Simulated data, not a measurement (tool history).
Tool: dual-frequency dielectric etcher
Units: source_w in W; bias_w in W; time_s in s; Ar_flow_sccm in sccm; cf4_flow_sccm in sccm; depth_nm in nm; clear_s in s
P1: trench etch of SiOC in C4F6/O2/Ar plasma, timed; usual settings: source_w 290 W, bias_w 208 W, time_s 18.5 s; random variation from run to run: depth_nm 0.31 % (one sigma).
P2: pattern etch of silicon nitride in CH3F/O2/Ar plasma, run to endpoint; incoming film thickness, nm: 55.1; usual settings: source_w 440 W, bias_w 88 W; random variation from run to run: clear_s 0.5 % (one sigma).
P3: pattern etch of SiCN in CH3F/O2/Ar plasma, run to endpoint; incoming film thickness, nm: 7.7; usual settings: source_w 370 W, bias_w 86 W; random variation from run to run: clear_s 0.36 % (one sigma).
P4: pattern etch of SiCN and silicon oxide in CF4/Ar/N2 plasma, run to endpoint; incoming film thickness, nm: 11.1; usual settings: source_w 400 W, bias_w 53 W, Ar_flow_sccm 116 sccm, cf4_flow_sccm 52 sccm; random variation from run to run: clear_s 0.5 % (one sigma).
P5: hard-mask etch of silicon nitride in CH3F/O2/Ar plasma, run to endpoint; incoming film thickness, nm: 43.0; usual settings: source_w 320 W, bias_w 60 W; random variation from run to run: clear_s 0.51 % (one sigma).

{"run": 1, "hour": 7.6, "process": "P1", "source_w": 290, "bias_w": 208, "time_s": 18.5, "depth_nm": 35.919}
{"run": 2, "hour": 23.0, "process": "P1", "source_w": 290, "bias_w": 208, "time_s": 26.0, "depth_nm": 50.312}
{"run": 3, "hour": 37.5, "process": "P1", "source_w": 290, "bias_w": 208, "time_s": 18.5, "depth_nm": 36.081}
{"run": 4, "hour": 53.2, "process": "P4", "source_w": 280, "bias_w": 53, "Ar_flow_sccm": 116, "cf4_flow_sccm": 52, "clear_s": 23.728}
{"run": 5, "hour": 66.5, "process": "P1", "source_w": 290, "bias_w": 208, "time_s": 18.5, "depth_nm": 35.991}
{"run": 6, "hour": 79.1, "process": "P2", "source_w": 590, "bias_w": 88, "clear_s": 63.684}
{"run": 7, "hour": 86.1, "process": "P4", "source_w": 400, "bias_w": 53, "Ar_flow_sccm": 116, "cf4_flow_sccm": 73, "clear_s": 16.321}
{"run": 8, "hour": 98.2, "process": "P3", "source_w": 480, "bias_w": 86, "clear_s": 17.869}
{"run": 9, "hour": 113.8, "process": "P4", "source_w": 400, "bias_w": 53, "Ar_flow_sccm": 116, "cf4_flow_sccm": 52, "clear_s": 17.232}
{"run": 10, "hour": 125.9, "process": "P1", "source_w": 360, "bias_w": 208, "time_s": 27.0, "depth_nm": 56.497}
{"run": 11, "hour": 138.9, "process": "P1", "source_w": 290, "bias_w": 208, "time_s": 18.5, "depth_nm": 35.8}
{"run": 12, "hour": 147.4, "process": "P3", "source_w": 370, "bias_w": 86, "clear_s": 19.702}
{"run": 13, "hour": 160.7, "process": "P3", "source_w": 370, "bias_w": 86, "clear_s": 19.632}
{"hour": 172.6, "done": "source power generator calibrated"}
{"run": 14, "hour": 176.7, "process": "P1", "source_w": 290, "bias_w": 208, "time_s": 18.5, "depth_nm": 35.68}
{"run": 15, "hour": 185.9, "process": "P1", "source_w": 290, "bias_w": 130, "time_s": 18.5, "depth_nm": 30.938}
{"run": 16, "hour": 193.3, "process": "P5", "source_w": 420, "bias_w": 60, "clear_s": 65.127}
{"run": 17, "hour": 203.4, "process": "P5", "source_w": 320, "bias_w": 84, "clear_s": 64.185}
{"run": 18, "hour": 217.0, "process": "P1", "source_w": 290, "bias_w": 276, "time_s": 18.5, "depth_nm": 39.594}
{"run": 19, "hour": 224.6, "process": "P1", "source_w": 210, "bias_w": 208, "time_s": 18.5, "depth_nm": 31.78}
{"run": 20, "hour": 237.5, "process": "P4", "source_w": 400, "bias_w": 53, "Ar_flow_sccm": 116, "cf4_flow_sccm": 52, "clear_s": 17.383}
{"run": 21, "hour": 244.5, "process": "P3", "source_w": 370, "bias_w": 109, "clear_s": 17.973}
{"run": 22, "hour": 259.2, "process": "P5", "source_w": 320, "bias_w": 60, "clear_s": 72.197}
{"run": 23, "hour": 272.8, "process": "P1", "source_w": 350, "bias_w": 208, "time_s": 18.5, "depth_nm": 38.689}
{"run": 24, "hour": 288.7, "process": "P1", "source_w": 290, "bias_w": 208, "time_s": 18.5, "depth_nm": 35.884}
{"run": 25, "hour": 296.6, "process": "P2", "source_w": 440, "bias_w": 88, "clear_s": 71.361}
{"run": 26, "hour": 308.7, "process": "P4", "source_w": 400, "bias_w": 44, "Ar_flow_sccm": 116, "cf4_flow_sccm": 52, "clear_s": 18.44}
{"run": 27, "hour": 324.5, "process": "P2", "source_w": 440, "bias_w": 122, "clear_s": 63.451}
{"run": 28, "hour": 339.3, "process": "P4", "source_w": 400, "bias_w": 53, "Ar_flow_sccm": 67, "cf4_flow_sccm": 52, "clear_s": 15.753}
{"run": 29, "hour": 347.9, "process": "P1", "source_w": 290, "bias_w": 208, "time_s": 13.0, "depth_nm": 25.245}
{"run": 30, "hour": 360.1, "process": "P1", "source_w": 290, "bias_w": 208, "time_s": 18.5, "depth_nm": 35.96}
{"run": 31, "hour": 374.7, "process": "P1", "source_w": 290, "bias_w": 208, "time_s": 18.5, "depth_nm": 35.92}
{"run": 32, "hour": 382.4, "process": "P1", "source_w": 290, "bias_w": 208, "time_s": 18.5, "depth_nm": 36.278}
{"run": 33, "hour": 392.9, "process": "P1", "source_w": 290, "bias_w": 208, "time_s": 18.5, "depth_nm": 36.092}
{"run": 34, "hour": 400.0, "process": "P1", "source_w": 290, "bias_w": 208, "time_s": 18.5, "depth_nm": 36.36}
{"run": 35, "hour": 413.6, "process": "P1", "source_w": 290, "bias_w": 208, "time_s": 18.5, "depth_nm": 36.248}
{"hour": 425.7, "done": "wet clean of the chamber"}
{"run": 36, "hour": 429.2, "process": "P1", "source_w": 290, "bias_w": 208, "time_s": 18.5, "depth_nm": 36.305}
{"run": 37, "hour": 439.5, "process": "P1", "source_w": 290, "bias_w": 208, "time_s": 18.5, "depth_nm": 36.383}
{"run": 38, "hour": 453.4, "process": "P1", "source_w": 290, "bias_w": 208, "time_s": 18.5, "depth_nm": 36.405}
{"run": 39, "hour": 462.1, "process": "P1", "source_w": 290, "bias_w": 208, "time_s": 18.5, "depth_nm": 36.448}
{"run": 40, "hour": 476.6, "process": "P1", "source_w": 290, "bias_w": 208, "time_s": 18.5, "depth_nm": 36.477}

What P1 gives has crept away from where it was. These 2 causes fit the log equally well, each at the size given:
A: source power that arrives over what is set, % = 4.17
B: bias power that arrives over what is set, % = 4.78
The creep began at about hour 374.7.
Why every other cause is out:
chamber walls in a state that raises the etch rate, %: serviced at hour 425.7, which brought nothing back

4 check runs are offered, each on 3 wafers whose results are averaged, their results left as question marks. Which one tells the causes apart?
{"run": "check 1", "hour": 491.1, "process": "P3", "source_w": 440, "bias_w": 86, "clear_s": "?"}
{"run": "check 2", "hour": 491.1, "process": "P2", "source_w": 560, "bias_w": 118, "clear_s": "?"}
{"run": "check 3", "hour": 491.1, "process": "P4", "source_w": 400, "bias_w": 53, "Ar_flow_sccm": 88, "cf4_flow_sccm": 69, "clear_s": "?"}
{"run": "check 4", "hour": 491.1, "process": "P5", "source_w": 420, "bias_w": 82, "clear_s": "?"}

What each check would give under each cause:
check=check_1 result=clear_s if_A=18.173 if_B=18.139
check=check_2 result=clear_s if_A=57.748 if_B=57.623
check=check_3 result=clear_s if_A=15.189 if_B=15.524
check=check_4 result=clear_s if_A=57.846 if_B=57.783
How far apart the two closest causes lie, in the result that separates them most: check 1 0.19 %; check 2 0.22 %; check 3 2.18 %; check 4 0.11 %
Only check 3 tells the causes apart: in the others they would give nearly the same result.

Then check 3 was run and gave: clear_s 15.209 s. Which cause is it?

It is A: source power that arrives over what is set, %.
